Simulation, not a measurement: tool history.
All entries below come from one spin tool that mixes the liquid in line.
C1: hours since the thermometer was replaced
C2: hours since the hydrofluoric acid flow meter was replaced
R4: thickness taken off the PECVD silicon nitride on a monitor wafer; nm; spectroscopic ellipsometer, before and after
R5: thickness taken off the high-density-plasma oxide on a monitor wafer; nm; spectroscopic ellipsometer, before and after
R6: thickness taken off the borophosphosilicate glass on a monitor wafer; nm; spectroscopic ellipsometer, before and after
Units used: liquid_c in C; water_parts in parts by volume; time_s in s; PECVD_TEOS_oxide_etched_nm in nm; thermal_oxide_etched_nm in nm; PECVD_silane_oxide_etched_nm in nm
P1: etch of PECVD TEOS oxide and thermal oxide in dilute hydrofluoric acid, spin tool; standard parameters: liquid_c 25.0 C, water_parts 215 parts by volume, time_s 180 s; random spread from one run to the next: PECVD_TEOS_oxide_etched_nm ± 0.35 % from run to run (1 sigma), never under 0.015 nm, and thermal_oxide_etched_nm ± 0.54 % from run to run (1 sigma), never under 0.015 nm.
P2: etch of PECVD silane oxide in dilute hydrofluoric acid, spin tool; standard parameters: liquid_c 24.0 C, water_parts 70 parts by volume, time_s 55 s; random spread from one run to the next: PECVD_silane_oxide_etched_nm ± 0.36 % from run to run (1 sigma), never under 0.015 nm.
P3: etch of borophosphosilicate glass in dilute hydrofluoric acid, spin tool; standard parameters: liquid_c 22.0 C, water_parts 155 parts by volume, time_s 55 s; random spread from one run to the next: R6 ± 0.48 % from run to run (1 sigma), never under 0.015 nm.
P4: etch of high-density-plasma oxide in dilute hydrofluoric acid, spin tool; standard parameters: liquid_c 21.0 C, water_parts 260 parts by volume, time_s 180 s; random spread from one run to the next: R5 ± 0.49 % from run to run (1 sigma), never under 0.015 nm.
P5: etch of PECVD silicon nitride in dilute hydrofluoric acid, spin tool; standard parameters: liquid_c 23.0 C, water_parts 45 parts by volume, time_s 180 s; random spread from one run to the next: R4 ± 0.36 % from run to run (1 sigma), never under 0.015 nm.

{"run": 1, "hour": 4.3, "process": "P1", "liquid_c": 25.0, "water_parts": 215, "time_s": 180, "C1": 1624.8, "C2": 129.6, "PECVD_TEOS_oxide_etched_nm": 13.042, "thermal_oxide_etched_nm": 3.8131}
{"run": 2, "hour": 7.9, "process": "P2", "liquid_c": 24.0, "water_parts": 70, "time_s": 55, "C1": 1628.4, "C2": 133.2, "PECVD_silane_oxide_etched_nm": 40.9}
{"run": 3, "hour": 12.6, "process": "P5", "liquid_c": 17.0, "water_parts": 45, "time_s": 180, "C1": 1633.1, "C2": 137.9, "R4": 13.53}
{"run": 4, "hour": 18.3, "process": "P2", "liquid_c": 24.0, "water_parts": 70, "time_s": 15, "C1": 1638.8, "C2": 143.6, "PECVD_silane_oxide_etched_nm": 11.211}
{"run": 5, "hour": 23.0, "process": "P2", "liquid_c": 24.0, "water_parts": 70, "time_s": 55, "C1": 1643.5, "C2": 148.3, "PECVD_silane_oxide_etched_nm": 41.068}
{"run": 6, "hour": 30.6, "process": "P1", "liquid_c": 25.0, "water_parts": 215, "time_s": 180, "C1": 1651.1, "C2": 155.9, "PECVD_TEOS_oxide_etched_nm": 13.093, "thermal_oxide_etched_nm": 3.8404}
{"run": 7, "hour": 34.0, "process": "P1", "liquid_c": 25.0, "water_parts": 215, "time_s": 180, "C1": 1654.5, "C2": 159.3, "PECVD_TEOS_oxide_etched_nm": 13.108, "thermal_oxide_etched_nm": 3.8623}
{"run": 8, "hour": 38.0, "process": "P1", "liquid_c": 33.5, "water_parts": 215, "time_s": 180, "C1": 1658.5, "C2": 163.3, "PECVD_TEOS_oxide_etched_nm": 17.563, "thermal_oxide_etched_nm": 5.1466}
{"run": 9, "hour": 42.5, "process": "P4", "liquid_c": 27.5, "water_parts": 260, "time_s": 180, "C1": 1663.0, "C2": 167.8, "R5": 6.2067}
{"run": 10, "hour": 48.9, "process": "P2", "liquid_c": 32.0, "water_parts": 70, "time_s": 55, "C1": 1669.4, "C2": 174.2, "PECVD_silane_oxide_etched_nm": 56.402}
{"run": 11, "hour": 54.1, "process": "P1", "liquid_c": 19.0, "water_parts": 215, "time_s": 180, "C1": 1674.6, "C2": 179.4, "PECVD_TEOS_oxide_etched_nm": 10.415, "thermal_oxide_etched_nm": 3.0782}
{"run": 12, "hour": 61.7, "process": "P1", "liquid_c": 18.5, "water_parts": 360, "time_s": 180, "C1": 1682.2, "C2": 187.0, "PECVD_TEOS_oxide_etched_nm": 5.3942, "thermal_oxide_etched_nm": 1.5621}
{"run": 13, "hour": 68.2, "process": "P3", "liquid_c": 22.0, "water_parts": 155, "time_s": 20, "C1": 1688.7, "C2": 193.5, "R6": 6.1272}
{"run": 14, "hour": 71.6, "process": "P3", "liquid_c": 22.0, "water_parts": 285, "time_s": 55, "C1": 1692.1, "C2": 196.9, "R6": 8.0764}
{"run": 15, "hour": 75.8, "process": "P3", "liquid_c": 22.0, "water_parts": 155, "time_s": 55, "C1": 1696.3, "C2": 201.1, "R6": 16.777}
{"run": 16, "hour": 81.3, "process": "P1", "liquid_c": 25.0, "water_parts": 70, "time_s": 180, "C1": 1701.8, "C2": 206.6, "PECVD_TEOS_oxide_etched_nm": 47.642, "thermal_oxide_etched_nm": 13.94}
{"run": 17, "hour": 86.8, "process": "P4", "liquid_c": 21.0, "water_parts": 155, "time_s": 180, "C1": 1707.3, "C2": 212.1, "R5": 9.2074}
{"run": 18, "hour": 93.0, "process": "P4", "liquid_c": 21.0, "water_parts": 260, "time_s": 180, "C1": 1713.5, "C2": 218.3, "R5": 4.8719}
{"run": 19, "hour": 98.9, "process": "P1", "liquid_c": 25.0, "water_parts": 215, "time_s": 15, "C1": 1719.4, "C2": 224.2, "PECVD_TEOS_oxide_etched_nm": 1.0803, "thermal_oxide_etched_nm": 0.32699}
{"run": 20, "hour": 103.1, "process": "P4", "liquid_c": 21.0, "water_parts": 260, "time_s": 300, "C1": 1723.6, "C2": 228.4, "R5": 8.2899}
{"run": 21, "hour": 109.2, "process": "P1", "liquid_c": 25.0, "water_parts": 215, "time_s": 350, "C1": 1729.7, "C2": 234.5, "PECVD_TEOS_oxide_etched_nm": 25.493, "thermal_oxide_etched_nm": 7.4411}
{"run": 22, "hour": 113.4, "process": "P1", "liquid_c": 25.0, "water_parts": 330, "time_s": 180, "C1": 1733.9, "C2": 238.7, "PECVD_TEOS_oxide_etched_nm": 7.6117, "thermal_oxide_etched_nm": 2.1892}
{"run": 23, "hour": 118.5, "process": "P3", "liquid_c": 30.0, "water_parts": 155, "time_s": 55, "C1": 1739.0, "C2": 243.8, "R6": 22.67}
{"run": 24, "hour": 124.4, "process": "P5", "liquid_c": 23.0, "water_parts": 45, "time_s": 180, "C1": 1744.9, "C2": 249.7, "R4": 20.514}
{"run": 25, "hour": 131.3, "process": "P2", "liquid_c": 24.0, "water_parts": 120, "time_s": 55, "C1": 1751.8, "C2": 256.6, "PECVD_silane_oxide_etched_nm": 22.466}
{"run": 26, "hour": 138.9, "process": "P1", "liquid_c": 25.0, "water_parts": 215, "time_s": 180, "C1": 1759.4, "C2": 264.2, "PECVD_TEOS_oxide_etched_nm": 13.101, "thermal_oxide_etched_nm": 3.7769}
{"run": 27, "hour": 144.8, "process": "P5", "liquid_c": 23.0, "water_parts": 45, "time_s": 15, "C1": 1765.3, "C2": 270.1, "R4": 1.7503}
{"run": 28, "hour": 149.3, "process": "P5", "liquid_c": 23.0, "water_parts": 45, "time_s": 180, "C1": 1769.8, "C2": 274.6, "R4": 20.531}
{"run": 29, "hour": 155.8, "process": "P3", "liquid_c": 22.0, "water_parts": 155, "time_s": 55, "C1": 1776.3, "C2": 281.1, "R6": 16.863}
{"run": 30, "hour": 161.8, "process": "P5", "liquid_c": 23.0, "water_parts": 70, "time_s": 180, "C1": 1782.3, "C2": 287.1, "R4": 13.276}
{"run": 31, "hour": 165.9, "process": "P1", "liquid_c": 25.0, "water_parts": 215, "time_s": 180, "C1": 1786.4, "C2": 291.2, "PECVD_TEOS_oxide_etched_nm": 13.144, "thermal_oxide_etched_nm": 3.8388}
{"run": 32, "hour": 171.6, "process": "P1", "liquid_c": 25.0, "water_parts": 215, "time_s": 180, "C1": 1792.1, "C2": 296.9, "PECVD_TEOS_oxide_etched_nm": 13.645, "thermal_oxide_etched_nm": 3.9687}
{"run": 33, "hour": 177.2, "process": "P1", "liquid_c": 25.0, "water_parts": 215, "time_s": 180, "C1": 1797.7, "C2": 302.5, "PECVD_TEOS_oxide_etched_nm": 13.997, "thermal_oxide_etched_nm": 4.0945}
{"run": 34, "hour": 182.4, "process": "P1", "liquid_c": 25.0, "water_parts": 215, "time_s": 180, "C1": 1802.9, "C2": 307.7, "PECVD_TEOS_oxide_etched_nm": 14.111, "thermal_oxide_etched_nm": 4.0776}
{"run": 35, "hour": 187.0, "process": "P1", "liquid_c": 25.0, "water_parts": 215, "time_s": 180, "C1": 1807.5, "C2": 312.3, "PECVD_TEOS_oxide_etched_nm": 14.104, "thermal_oxide_etched_nm": 4.1805}
{"run": 36, "hour": 192.3, "process": "P1", "liquid_c": 25.0, "water_parts": 215, "time_s": 180, "C1": 1812.8, "C2": 317.6, "PECVD_TEOS_oxide_etched_nm": 14.165, "thermal_oxide_etched_nm": 4.156}
{"run": 37, "hour": 197.8, "process": "P1", "liquid_c": 25.0, "water_parts": 215, "time_s": 180, "C1": 1818.3, "C2": 323.1, "PECVD_TEOS_oxide_etched_nm": 14.207, "thermal_oxide_etched_nm": 4.1491}
{"run": 38, "hour": 203.0, "process": "P1", "liquid_c": 25.0, "water_parts": 215, "time_s": 180, "C1": 1823.5, "C2": 328.3, "PECVD_TEOS_oxide_etched_nm": 14.235, "thermal_oxide_etched_nm": 4.1543}

What P1 gives has crept off from where it sat before. The 2 causes that follow fit the log equally well, each at the size noted:
A: hydrofluoric acid flow above the setpoint (%) = 6.89
B: liquid hotter than its thermometer reads (K) = 2.29
The onset of the drift is placed at about hour 165.9.

Below are 4 check runs, each on a single wafer, with their results shown as question marks. Which of them would tell the listed causes apart, meaning the causes would give clearly different results under it?
{"run": "check 1", "hour": 208.2, "process": "P3", "liquid_c": 26.0, "water_parts": 245, "time_s": 55, "R6": "?"}
{"run": "check 2", "hour": 208.2, "process": "P2", "liquid_c": 31.0, "water_parts": 100, "time_s": 55, "PECVD_silane_oxide_etched_nm": "?"}
{"run": "check 3", "hour": 208.2, "process": "P5", "liquid_c": 23.0, "water_parts": 45, "time_s": 95, "R4": "?"}
{"run": "check 4", "hour": 208.2, "process": "P4", "liquid_c": 27.0, "water_parts": 260, "time_s": 180, "R5": "?"}

What every check run would give for each of its results, assuming each possible cause in turn:
check=check_1 result=R6 if_A=12.1470 if_B=12.0940
check=check_2 result=PECVD_silane_oxide_etched_nm if_A=39.088 if_B=39.406
check=check_3 result=R4 if_A=11.5560 if_B=12.6410
check=check_4 result=R5 if_A=6.6232 if_B=6.5748
How far apart the two closest causes lie, in the result that separates them most: check 1 0.44 %; check 2 0.81 %; check 3 8.97 %; check 4 0.73 %
The causes can be told apart only by check 3. The other checks would give nearly the same results under each of them.

Check 3 has now been run. It gave: R4 11.5440 nm. Which of the candidate causes is it?

A is the cause: hydrofluoric acid flow above the setpoint (%).

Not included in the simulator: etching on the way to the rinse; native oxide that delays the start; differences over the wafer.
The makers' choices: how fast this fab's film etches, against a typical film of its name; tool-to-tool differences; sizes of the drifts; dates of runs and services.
